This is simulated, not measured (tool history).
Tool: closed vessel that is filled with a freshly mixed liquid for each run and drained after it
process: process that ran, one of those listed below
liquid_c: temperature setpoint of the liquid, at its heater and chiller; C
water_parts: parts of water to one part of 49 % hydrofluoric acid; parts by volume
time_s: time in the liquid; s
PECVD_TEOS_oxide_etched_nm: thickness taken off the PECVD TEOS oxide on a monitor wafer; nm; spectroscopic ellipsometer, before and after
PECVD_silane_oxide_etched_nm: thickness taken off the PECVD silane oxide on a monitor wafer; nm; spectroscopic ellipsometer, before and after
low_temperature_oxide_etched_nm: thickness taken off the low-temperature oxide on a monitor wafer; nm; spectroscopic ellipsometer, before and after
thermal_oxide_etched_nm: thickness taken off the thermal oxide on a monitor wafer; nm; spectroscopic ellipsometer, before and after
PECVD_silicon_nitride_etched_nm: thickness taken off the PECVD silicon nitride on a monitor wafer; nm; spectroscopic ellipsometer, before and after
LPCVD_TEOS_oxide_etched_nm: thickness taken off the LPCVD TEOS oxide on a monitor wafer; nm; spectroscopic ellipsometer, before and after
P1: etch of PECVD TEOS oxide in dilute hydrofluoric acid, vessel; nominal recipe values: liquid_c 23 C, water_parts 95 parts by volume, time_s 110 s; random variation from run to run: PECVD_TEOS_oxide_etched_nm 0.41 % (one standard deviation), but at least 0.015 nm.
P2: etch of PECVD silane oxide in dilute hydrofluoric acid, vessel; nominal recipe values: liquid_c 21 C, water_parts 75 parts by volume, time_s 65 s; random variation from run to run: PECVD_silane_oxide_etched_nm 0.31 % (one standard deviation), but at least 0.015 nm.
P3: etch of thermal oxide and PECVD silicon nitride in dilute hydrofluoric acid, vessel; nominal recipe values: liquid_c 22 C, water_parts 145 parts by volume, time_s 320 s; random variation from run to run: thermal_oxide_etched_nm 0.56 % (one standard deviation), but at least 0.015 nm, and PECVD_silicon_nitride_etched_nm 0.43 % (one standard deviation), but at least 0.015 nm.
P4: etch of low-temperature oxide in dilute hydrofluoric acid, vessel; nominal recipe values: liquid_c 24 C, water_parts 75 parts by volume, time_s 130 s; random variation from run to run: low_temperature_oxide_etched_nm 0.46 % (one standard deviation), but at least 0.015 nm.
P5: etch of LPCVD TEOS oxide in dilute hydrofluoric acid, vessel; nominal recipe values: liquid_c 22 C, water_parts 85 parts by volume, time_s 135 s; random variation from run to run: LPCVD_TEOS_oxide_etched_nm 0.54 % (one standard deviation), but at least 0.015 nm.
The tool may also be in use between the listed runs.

run,hour,process,liquid_c,water_parts,time_s,hours since the thermometer was replaced,hours since the hydrofluoric acid flow meter was replaced,PECVD_TEOS_oxide_etched_nm,PECVD_silane_oxide_etched_nm,low_temperature_oxide_etched_nm,thermal_oxide_etched_nm,PECVD_silicon_nitride_etched_nm,LPCVD_TEOS_oxide_etched_nm
1,13.9,P1,23,95,110,772.9,285,31.533,,,,,
2,30.3,P2,21,75,65,789.3,301.4,,25.668,,,,
3,40.7,P4,24,20,130,799.7,311.8,,,169.36,,,
4,48.2,P2,21,75,65,807.2,319.3,,25.774,,,,
5,65.3,P3,22,200,320,824.3,336.4,,,,6.1545,7.829,
6,75.6,P5,28,85,135,834.6,346.7,,,,,,31.645
7,92.9,P1,23,145,110,851.9,364,19.472,,,,,
8,104.6,P1,23,95,110,863.6,375.7,31.382,,,,,
9,120,P1,23,95,110,879,391.1,31.835,,,,,
10,132.2,P5,22,130,135,891.2,403.3,,,,,,15.641
11,144.1,P2,29,75,65,903.1,415.2,,35.504,,,,
12,156.8,P1,19,95,110,915.8,427.9,26.655,,,,,
13,169.2,P3,22,145,320,928.2,440.3,,,,9.0108,10.808,
14,177.1,P4,24,75,50,936.1,448.2,,,16.13,,,
15,190.3,P1,28.5,95,35,949.3,461.4,12.397,,,,,
16,206.2,P2,21,30,65,965.2,477.3,,68.021,,,,
17,220.5,P3,22,145,80,979.5,491.6,,,,2.184,2.6778,
18,231.6,P2,21,75,30,990.6,502.7,,11.861,,,,
19,244.1,P1,23,95,110,1003.1,515.2,31.582,,,,,
20,253.1,P1,23,95,110,1012.1,524.2,31.475,,,,,
21,261.2,P1,23,95,110,1020.2,532.3,31.357,,,,,
22,276.2,P4,24,75,130,1035.2,547.3,,,42.216,,,
23,292,P4,30.5,75,130,1051,563.1,,,53.894,,,
24,308.6,P5,22,85,135,1067.6,579.7,,,,,,25.135
25,317.3,P4,24,75,130,1076.3,588.4,,,41.751,,,
26,330.5,P1,29,95,110,1089.5,601.6,39.624,,,,,
27,340.6,P3,26.5,145,320,1099.6,611.7,,,,10.643,14.566,
28,355.3,P1,17,95,155,1114.3,626.4,34.606,,,,,
29,366.2,P1,23,95,30,1125.2,637.3,8.6179,,,,,
30,380.3,P5,22,85,245,1139.3,651.4,,,,,,45.745
31,391,P3,22,145,320,1150,662.1,,,,8.9569,10.856,
32,398.8,P1,23,95,175,1157.8,669.9,50.295,,,,,
33,407.9,P5,22,85,135,1166.9,679,,,,,,25.16
34,418.7,P1,23,50,110,1177.7,689.8,63.427,,,,,
35,427.4,P1,23,95,110,1186.4,698.5,31.645,,,,,
36,443.4,P1,23,95,110,1202.4,714.5,30.352,,,,,
37,456.6,P1,23,95,110,1215.6,727.7,30.258,,,,,
38,473.2,P1,23,95,110,1232.2,744.3,29.644,,,,,
39,486.6,P1,23,95,110,1245.6,757.7,29.564,,,,,
40,494.5,P1,23,95,110,1253.5,765.6,29.414,,,,,
41,507.8,P1,23,95,110,1266.8,778.9,29.241,,,,,
42,515.5,P1,23,95,110,1274.5,786.6,29.34,,,,,
43,531.3,P1,23,95,110,1290.3,802.4,29.045,,,,,
44,546.7,P1,23,95,110,1305.7,817.8,28.81,,,,,
45,559.7,P1,23,95,110,1318.7,830.8,28.911,,,,,
46,572.1,P1,23,95,110,1331.1,843.2,28.931,,,,,

Compared with where it was, what P1 gives has crept away. Each cause listed below fits the log as well as the rest, at the size given for it:
A: liquid colder than its thermometer reads (K) = 2.07
B: hydrofluoric acid flow below the setpoint (%) = 7.21
The gradual shift began around hour 427.4.

Question marks stand in for the results of the 4 check runs listed below, each run on one wafer. Under which run would the listed causes show clearly different results?
check 1,584.5,P5,22,85,135,,,,,,,,?
check 2,584.5,P3,22,145,320,,,,,,?,?,
check 3,584.5,P2,21,75,65,,,,?,,,,
check 4,584.5,P4,24,75,130,,,,,?,,,

Predicted outcomes, by check and by cause:
check,result,if A,if B
check 1,LPCVD_TEOS_oxide_etched_nm,22.984,23.041
check 2,thermal_oxide_etched_nm,8.2579,8.2143
check 2,PECVD_silicon_nitride_etched_nm,9.4049,10.026
check 3,PECVD_silane_oxide_etched_nm,23.583,23.694
check 4,low_temperature_oxide_etched_nm,38.495,38.572
Separation of the two closest causes in each check, using whichever result separates them best: check 1 0.25 %; check 2 6.39 %; check 3 0.47 %; check 4 0.2 %
Of the check runs offered, only check 2 discriminates between the causes; the rest would read about the same regardless of which cause applies.

Then check 2 was run and gave: thermal_oxide_etched_nm 8.2649 nm; PECVD_silicon_nitride_etched_nm 9.4341 nm. Which cause is it?

Of the candidate causes, it is A: liquid colder than its thermometer reads (K).

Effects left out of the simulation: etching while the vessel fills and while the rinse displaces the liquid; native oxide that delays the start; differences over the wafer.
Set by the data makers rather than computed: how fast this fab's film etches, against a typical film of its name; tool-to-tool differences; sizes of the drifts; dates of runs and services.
